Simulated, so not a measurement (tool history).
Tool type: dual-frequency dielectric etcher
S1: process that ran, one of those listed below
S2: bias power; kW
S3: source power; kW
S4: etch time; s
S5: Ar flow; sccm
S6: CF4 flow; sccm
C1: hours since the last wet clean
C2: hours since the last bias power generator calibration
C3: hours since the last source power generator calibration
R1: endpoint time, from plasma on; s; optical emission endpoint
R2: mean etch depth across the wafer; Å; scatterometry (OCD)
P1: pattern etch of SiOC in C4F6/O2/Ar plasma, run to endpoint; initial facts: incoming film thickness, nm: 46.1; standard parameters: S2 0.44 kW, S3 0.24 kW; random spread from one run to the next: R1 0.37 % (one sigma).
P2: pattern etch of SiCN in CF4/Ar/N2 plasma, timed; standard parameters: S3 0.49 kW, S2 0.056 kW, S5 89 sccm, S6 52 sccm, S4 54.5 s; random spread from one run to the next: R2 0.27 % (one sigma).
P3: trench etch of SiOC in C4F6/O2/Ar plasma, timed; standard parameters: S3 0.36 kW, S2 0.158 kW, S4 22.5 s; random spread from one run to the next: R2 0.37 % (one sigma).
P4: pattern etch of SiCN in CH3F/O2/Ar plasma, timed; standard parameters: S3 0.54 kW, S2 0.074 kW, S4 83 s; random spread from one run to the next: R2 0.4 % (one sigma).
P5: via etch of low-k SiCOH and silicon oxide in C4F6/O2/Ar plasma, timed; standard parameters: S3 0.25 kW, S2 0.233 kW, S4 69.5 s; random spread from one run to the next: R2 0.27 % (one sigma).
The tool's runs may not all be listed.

| run | hour | S1 | S2 | S3 | S4 | S5 | S6 | C1 | C2 | C3 | R1 | R2 |
|---|---|---|---|---|---|---|---|---|---|---|---|---|
| 1 | 6.6 | P1 | 0.44 | 0.24 |  |  |  | 334.9 | 2920.8 | 405.1 | 19.236 |  |
| 2 | 13.4 | P5 | 0.322 | 0.25 | 69.5 |  |  | 341.7 | 2927.6 | 411.9 |  | 1901.4 |
| 3 | 26.9 | P1 | 0.607 | 0.2 |  |  |  | 355.2 | 2941.1 | 425.4 | 18.15 |  |
| 4 | 41.4 | P1 | 0.44 | 0.24 |  |  |  | 369.7 | 2955.6 | 439.9 | 19.35 |  |
| 5 | 55.2 | P2 | 0.056 | 0.49 | 54.5 | 89 | 52 | 383.5 | 2969.4 | 453.7 |  | 443.6 |
| 6 | 68.7 | P1 | 0.314 | 0.24 |  |  |  | 397 | 2982.9 | 467.2 | 21.823 |  |
| 7 | 82.2 | P4 | 0.074 | 0.54 | 83 |  |  | 410.5 | 2996.4 | 480.7 |  | 353.76 |
| 8 | 89.9 | P2 | 0.056 | 0.59 | 54.5 | 89 | 52 | 418.2 | 3004.1 | 488.4 |  | 523.66 |
| 9 | 102.8 | P1 | 0.589 | 0.24 |  |  |  | 431.1 | 3017 | 501.3 | 17.357 |  |
| 10 | 116.6 | P5 | 0.233 | 0.25 | 69.5 |  |  | 444.9 | 3030.8 | 515.1 |  | 1693.3 |
| 11 | 129.3 | P1 | 0.44 | 0.3 |  |  |  | 457.6 | 3043.5 | 527.8 | 17.68 |  |
| 12 | 139.6 | P5 | 0.233 | 0.25 | 69.5 |  |  | 467.9 | 3053.8 | 538.1 |  | 1697 |
| 13 | 148.4 | P3 | 0.158 | 0.22 | 22.5 |  |  | 476.7 | 3062.6 | 546.9 |  | 350.89 |
| 14 | 162.9 | P1 | 0.514 | 0.17 |  |  |  | 491.2 | 3077.1 | 561.4 | 20.743 |  |
| 15 | 177.6 | P3 | 0.158 | 0.36 | 22.5 |  |  | 505.9 | 3091.8 | 576.1 |  | 424.29 |
| 16 | 188.7 | P2 | 0.056 | 0.49 | 54.5 | 89 | 67 | 517 | 3102.9 | 587.2 |  | 463.22 |
| 17 | 197 | P4 | 0.074 | 0.54 | 83 |  |  | 525.3 | 3111.2 | 595.5 |  | 355.7 |
| 18 | 207.3 | P2 | 0.045 | 0.49 | 54.5 | 89 | 52 | 535.6 | 3121.5 | 605.8 |  | 412.73 |
| 19 | 214.7 | P1 | 0.44 | 0.24 |  |  |  | 543 | 3128.9 | 613.2 | 19.322 |  |
| 20 | 229.3 | P1 | 0.44 | 0.24 |  |  |  | 557.6 | 3143.5 | 627.8 | 19.25 |  |
| 21 | 243.5 | P3 | 0.221 | 0.36 | 22.5 |  |  | 571.8 | 3157.7 | 642 |  | 472.57 |
| 22 | 250.4 | P5 | 0.233 | 0.25 | 43.5 |  |  | 578.7 | 3164.6 | 648.9 |  | 1059.6 |
| 23 | 264.2 | P2 | 0.056 | 0.49 | 54.5 | 123 | 52 | 592.5 | 3178.4 | 662.7 |  | 420.09 |
| 24 | 276.8 | P2 | 0.056 | 0.49 | 33 | 89 | 52 | 605.1 | 3191 | 675.3 |  | 268.07 |
| 25 | 290.5 | P2 | 0.056 | 0.49 | 54.5 | 89 | 52 | 618.8 | 3204.7 | 689 |  | 442.48 |
| 26 | 300.1 | P4 | 0.094 | 0.54 | 83 |  |  | 628.4 | 3214.3 | 698.6 |  | 385.66 |
| 27 | 313.2 | P4 | 0.074 | 0.35 | 83 |  |  | 641.5 | 3227.4 | 711.7 |  | 302.51 |
| 28 | 324.1 | P1 | 0.44 | 0.24 |  |  |  | 652.4 | 3238.3 | 722.6 | 19.265 |  |
| 29 | 338.9 | P1 | 0.44 | 0.16 |  |  |  | 667.2 | 3253.1 | 737.4 | 22.529 |  |
| 30 | 352.4 | P3 | 0.158 | 0.36 | 22.5 |  |  | 680.7 | 3266.6 | 750.9 |  | 425.33 |
| 31 | 366.3 | P3 | 0.158 | 0.36 | 16 |  |  | 694.6 | 3280.5 | 764.8 |  | 302.97 |
| 32 | 378.9 | P5 | 0.233 | 0.35 | 69.5 |  |  | 707.2 | 3293.1 | 777.4 |  | 1921.7 |
| 33 | 389.9 | P4 | 0.074 | 0.54 | 45.5 |  |  | 718.2 | 3304.1 | 788.4 |  | 194.6 |
| 34 | 402.7 | P1 | 0.44 | 0.24 |  |  |  | 731 | 3316.9 | 801.2 | 19.381 |  |
| 35 | 417.5 | P1 | 0.44 | 0.24 |  |  |  | 745.8 | 3331.7 | 816 | 19.279 |  |
| 36 | 431.1 | P1 | 0.44 | 0.24 |  |  |  | 759.4 | 3345.3 | 829.6 | 19.485 |  |
| 37 | 439 | P1 | 0.44 | 0.24 |  |  |  | 767.3 | 3353.2 | 837.5 | 19.482 |  |
| 38 | 452.4 | P1 | 0.44 | 0.24 |  |  |  | 780.7 | 3366.6 | 850.9 | 19.659 |  |
|  | 457.2 | wet clean of the chamber |
| 39 | 462.6 | P1 | 0.44 | 0.24 |  |  |  | 5.4 | 3376.8 | 861.1 | 19.535 |  |
| 40 | 474.1 | P1 | 0.44 | 0.24 |  |  |  | 16.9 | 3388.3 | 872.6 | 19.588 |  |
| 41 | 487 | P1 | 0.44 | 0.24 |  |  |  | 29.8 | 3401.2 | 885.5 | 19.721 |  |
| 42 | 495.5 | P1 | 0.44 | 0.24 |  |  |  | 38.3 | 3409.7 | 894 | 19.83 |  |
| 43 | 502.8 | P1 | 0.44 | 0.24 |  |  |  | 45.6 | 3417 | 901.3 | 19.595 |  |
| 44 | 511.1 | P1 | 0.44 | 0.24 |  |  |  | 53.9 | 3425.3 | 909.6 | 19.672 |  |
| 45 | 518.2 | P1 | 0.44 | 0.24 |  |  |  | 61 | 3432.4 | 916.7 | 19.757 |  |

The output of P1 has drifted from where it used to be. Each of the 2 causes below, taken at the size shown beside it, accounts for the log equally well:
A: source power that arrives under what is set, % = 4.91
B: bias power that arrives under what is set, % = 4.82
The process output started creeping at around hour 417.5.
All other causes, with the reason each is excluded:
chamber walls in a state that lowers the etch rate, %: maintenance at hour 457.2, after the shift began, did not return the process to its former output

4 check runs are offered, one wafer each, their results left as question marks. Which one tells the causes apart?
| check 1 | 525.3 | P4 | 0.074 | 0.44 | 83 |  |  |  |  |  |  | ? |
| check 2 | 525.3 | P5 | 0.233 | 0.35 | 69.5 |  |  |  |  |  |  | ? |
| check 3 | 525.3 | P2 | 0.056 | 0.49 | 54.5 | 89 | 61 |  |  |  |  | ? |
| check 4 | 525.3 | P3 | 0.158 | 0.25 | 18.5 |  |  |  |  |  |  | ? |

If the cause were each of the candidates in turn, the checks would give the following:
| check | result | if A | if B |
|---|---|---|---|
| check 1 | R2 | 321.64 | 322.15 |
| check 2 | R2 | 1890.1 | 1895.3 |
| check 3 | R2 | 435.6 | 448.19 |
| check 4 | R2 | 297.01 | 298.16 |
Distance between the nearest two causes, measured in the result of the check that separates them most: check 1 0.16 %; check 2 0.27 %; check 3 2.85 %; check 4 0.39 %
Only check 3 tells the causes apart: in the others they would give nearly the same result.

After running check 3, the following was obtained: R2 434.19 Å. Which cause does this point to?

A is the cause: source power that arrives under what is set, %.
